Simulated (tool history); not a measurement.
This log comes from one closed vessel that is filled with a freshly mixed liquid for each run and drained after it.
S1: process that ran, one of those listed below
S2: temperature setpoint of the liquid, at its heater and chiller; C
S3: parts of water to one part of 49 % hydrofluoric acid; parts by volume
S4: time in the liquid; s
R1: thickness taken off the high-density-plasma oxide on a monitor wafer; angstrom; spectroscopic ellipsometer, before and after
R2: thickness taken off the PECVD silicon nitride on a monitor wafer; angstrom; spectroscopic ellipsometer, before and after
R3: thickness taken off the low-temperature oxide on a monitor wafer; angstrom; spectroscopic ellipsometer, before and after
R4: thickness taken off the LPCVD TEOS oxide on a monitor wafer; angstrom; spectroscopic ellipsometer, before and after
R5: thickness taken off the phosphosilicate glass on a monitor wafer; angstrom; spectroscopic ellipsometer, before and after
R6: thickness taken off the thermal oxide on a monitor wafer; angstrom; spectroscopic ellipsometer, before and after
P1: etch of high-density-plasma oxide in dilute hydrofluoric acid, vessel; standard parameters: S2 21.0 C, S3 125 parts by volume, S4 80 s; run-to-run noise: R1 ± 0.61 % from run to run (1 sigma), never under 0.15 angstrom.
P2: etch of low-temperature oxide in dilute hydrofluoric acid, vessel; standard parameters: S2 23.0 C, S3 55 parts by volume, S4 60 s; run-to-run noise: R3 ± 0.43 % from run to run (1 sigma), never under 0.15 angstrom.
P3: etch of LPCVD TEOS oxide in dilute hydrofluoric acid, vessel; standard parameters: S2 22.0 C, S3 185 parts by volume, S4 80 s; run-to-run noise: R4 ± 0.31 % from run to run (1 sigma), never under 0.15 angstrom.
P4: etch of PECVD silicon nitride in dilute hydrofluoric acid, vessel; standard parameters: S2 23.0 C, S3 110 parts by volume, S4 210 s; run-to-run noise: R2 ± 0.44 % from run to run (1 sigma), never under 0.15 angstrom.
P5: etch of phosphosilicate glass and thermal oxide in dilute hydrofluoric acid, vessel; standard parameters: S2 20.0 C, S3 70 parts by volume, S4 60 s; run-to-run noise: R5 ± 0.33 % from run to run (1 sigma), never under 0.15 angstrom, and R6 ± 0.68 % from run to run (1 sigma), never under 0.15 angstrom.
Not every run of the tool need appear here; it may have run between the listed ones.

Run 1, hour 6.7: S1 P1, S2 21.0 C, S3 125 parts by volume, S4 80 s. Result: R1 44.058 angstrom.
Run 2, hour 12.3: S1 P4, S2 23.0 C, S3 50 parts by volume, S4 210 s. Result: R2 107.0100 angstrom.
Run 3, hour 17.9: S1 P1, S2 21.0 C, S3 125 parts by volume, S4 80 s. Result: R1 44.067 angstrom.
Run 4, hour 25.9: S1 P1, S2 21.0 C, S3 125 parts by volume, S4 80 s. Result: R1 43.769 angstrom.
Run 5, hour 31.4: S1 P2, S2 23.0 C, S3 55 parts by volume, S4 30 s. Result: R3 154.53 angstrom.
Run 6, hour 37.0: S1 P1, S2 21.0 C, S3 185 parts by volume, S4 30 s. Result: R1 10.695 angstrom.
Run 7, hour 42.4: S1 P1, S2 21.0 C, S3 200 parts by volume, S4 140 s. Result: R1 44.700 angstrom.
Run 8, hour 47.0: S1 P3, S2 22.0 C, S3 185 parts by volume, S4 80 s. Result: R4 108.46 angstrom.
Run 9, hour 53.4: S1 P4, S2 17.0 C, S3 110 parts by volume, S4 210 s. Result: R2 32.5500 angstrom.
Run 10, hour 59.3: S1 P2, S2 23.0 C, S3 55 parts by volume, S4 60 s. Result: R3 307.14 angstrom.
Run 11, hour 63.1: S1 P1, S2 27.0 C, S3 125 parts by volume, S4 80 s. Result: R1 55.478 angstrom.
Run 12, hour 68.7: S1 P1, S2 21.0 C, S3 125 parts by volume, S4 165 s. Result: R1 90.342 angstrom.
Run 13, hour 73.7: S1 P1, S2 17.0 C, S3 125 parts by volume, S4 140 s. Result: R1 65.484 angstrom.
Run 14, hour 78.1: S1 P4, S2 23.0 C, S3 110 parts by volume, S4 210 s. Result: R2 49.4080 angstrom.
Run 15, hour 83.8: S1 P2, S2 23.0 C, S3 55 parts by volume, S4 60 s. Result: R3 307.72 angstrom.
Run 16, hour 91.3: S1 P1, S2 21.0 C, S3 125 parts by volume, S4 80 s. Result: R1 44.028 angstrom.
Run 17, hour 97.9: S1 P1, S2 21.0 C, S3 45 parts by volume, S4 80 s. Result: R1 134.030 angstrom.
Run 18, hour 101.8: S1 P3, S2 22.0 C, S3 35 parts by volume, S4 80 s. Result: R4 682.53 angstrom.
Run 19, hour 108.1: S1 P2, S2 23.0 C, S3 105 parts by volume, S4 60 s. Result: R3 151.17 angstrom.
At hour 110.3: hydrofluoric acid flow meter replaced.
Run 20, hour 113.2: S1 P3, S2 22.0 C, S3 185 parts by volume, S4 130 s. Result: R4 175.98 angstrom.
Run 21, hour 119.6: S1 P1, S2 21.0 C, S3 205 parts by volume, S4 80 s. Result: R1 24.791 angstrom.
Run 22, hour 124.7: S1 P1, S2 21.0 C, S3 125 parts by volume, S4 30 s. Result: R1 16.719 angstrom.
Run 23, hour 132.8: S1 P5, S2 20.0 C, S3 20 parts by volume, S4 60 s. Result: R5 4857.2 angstrom, R6 139.960 angstrom.
Run 24, hour 139.1: S1 P5, S2 17.0 C, S3 70 parts by volume, S4 60 s. Result: R5 1148.5 angstrom, R6 33.382 angstrom.
Run 25, hour 142.7: S1 P4, S2 23.0 C, S3 110 parts by volume, S4 30 s. Result: R2 7.2196 angstrom.
Run 26, hour 150.7: S1 P5, S2 20.0 C, S3 70 parts by volume, S4 60 s. Result: R5 1306.5 angstrom, R6 37.810 angstrom.
Run 27, hour 158.8: S1 P4, S2 23.0 C, S3 110 parts by volume, S4 210 s. Result: R2 49.2820 angstrom.
Run 28, hour 162.7: S1 P1, S2 21.0 C, S3 125 parts by volume, S4 80 s. Result: R1 43.669 angstrom.
Run 29, hour 170.7: S1 P1, S2 17.0 C, S3 125 parts by volume, S4 80 s. Result: R1 37.241 angstrom.
Run 30, hour 175.8: S1 P2, S2 17.0 C, S3 55 parts by volume, S4 60 s. Result: R3 238.28 angstrom.
Run 31, hour 183.6: S1 P1, S2 21.0 C, S3 125 parts by volume, S4 80 s. Result: R1 43.739 angstrom.
Run 32, hour 191.1: S1 P5, S2 20.0 C, S3 70 parts by volume, S4 110 s. Result: R5 2403.6 angstrom, R6 69.062 angstrom.
Run 33, hour 196.5: S1 P3, S2 22.0 C, S3 185 parts by volume, S4 80 s. Result: R4 108.52 angstrom.
Run 34, hour 201.9: S1 P3, S2 26.5 C, S3 185 parts by volume, S4 80 s. Result: R4 128.62 angstrom.
Run 35, hour 207.8: S1 P1, S2 21.0 C, S3 125 parts by volume, S4 80 s. Result: R1 44.265 angstrom.
Run 36, hour 213.3: S1 P1, S2 21.0 C, S3 125 parts by volume, S4 80 s. Result: R1 42.819 angstrom.
Run 37, hour 221.0: S1 P1, S2 21.0 C, S3 125 parts by volume, S4 80 s. Result: R1 42.298 angstrom.
Run 38, hour 226.9: S1 P1, S2 21.0 C, S3 125 parts by volume, S4 80 s. Result: R1 41.918 angstrom.
Run 39, hour 234.0: S1 P1, S2 21.0 C, S3 125 parts by volume, S4 80 s. Result: R1 40.848 angstrom.
Run 40, hour 241.4: S1 P1, S2 21.0 C, S3 125 parts by volume, S4 80 s. Result: R1 41.597 angstrom.
Run 41, hour 245.8: S1 P1, S2 21.0 C, S3 125 parts by volume, S4 80 s. Result: R1 41.021 angstrom.
Run 42, hour 251.6: S1 P1, S2 21.0 C, S3 125 parts by volume, S4 80 s. Result: R1 41.310 angstrom.
Run 43, hour 258.9: S1 P1, S2 21.0 C, S3 125 parts by volume, S4 80 s. Result: R1 41.396 angstrom.

The log shows P1 creeping away from where it was. Any of the 2 causes listed here, at the size stated for it, fits the log just as well as the others:
A: hydrofluoric acid flow below the setpoint (%) = 5.54
B: liquid colder than its thermometer reads (K) = 1.62
The gradual shift began around hour 207.8.

The check runs listed below each take one wafer, and their results are still question marks. Under which run would the listed causes lead to clearly different results?
Run check 1, hour 266.2: S1 P2, S2 23.0 C, S3 55 parts by volume, S4 60 s. Result: R3 ?.
Run check 2, hour 266.2: S1 P4, S2 23.0 C, S3 110 parts by volume, S4 210 s. Result: R2 ?.
Run check 3, hour 266.2: S1 P3, S2 22.0 C, S3 185 parts by volume, S4 80 s. Result: R4 ?.
Run check 4, hour 266.2: S1 P5, S2 20.0 C, S3 70 parts by volume, S4 60 s. Result: R5 ?, R6 ?.

Predicted outcomes, by check and by cause:
  check  result     if A     if B
check 1      R3   290.03   288.25
check 2      R2  46.4660  44.1210
check 3      R4   101.10   101.70
check 4      R5   1227.2   1219.3
check 4      R6   35.538   35.308
How far apart the two closest causes lie, in the result that separates them most: check 1 0.62 %; check 2 5.18 %; check 3 0.59 %; check 4 0.65 %
Of the check runs offered, only check 2 discriminates between the causes; the rest would read about the same regardless of which cause applies.

Here is what check 2 returned: R2 44.4280 angstrom. Which cause is it?

B is the cause: liquid colder than its thermometer reads (K).
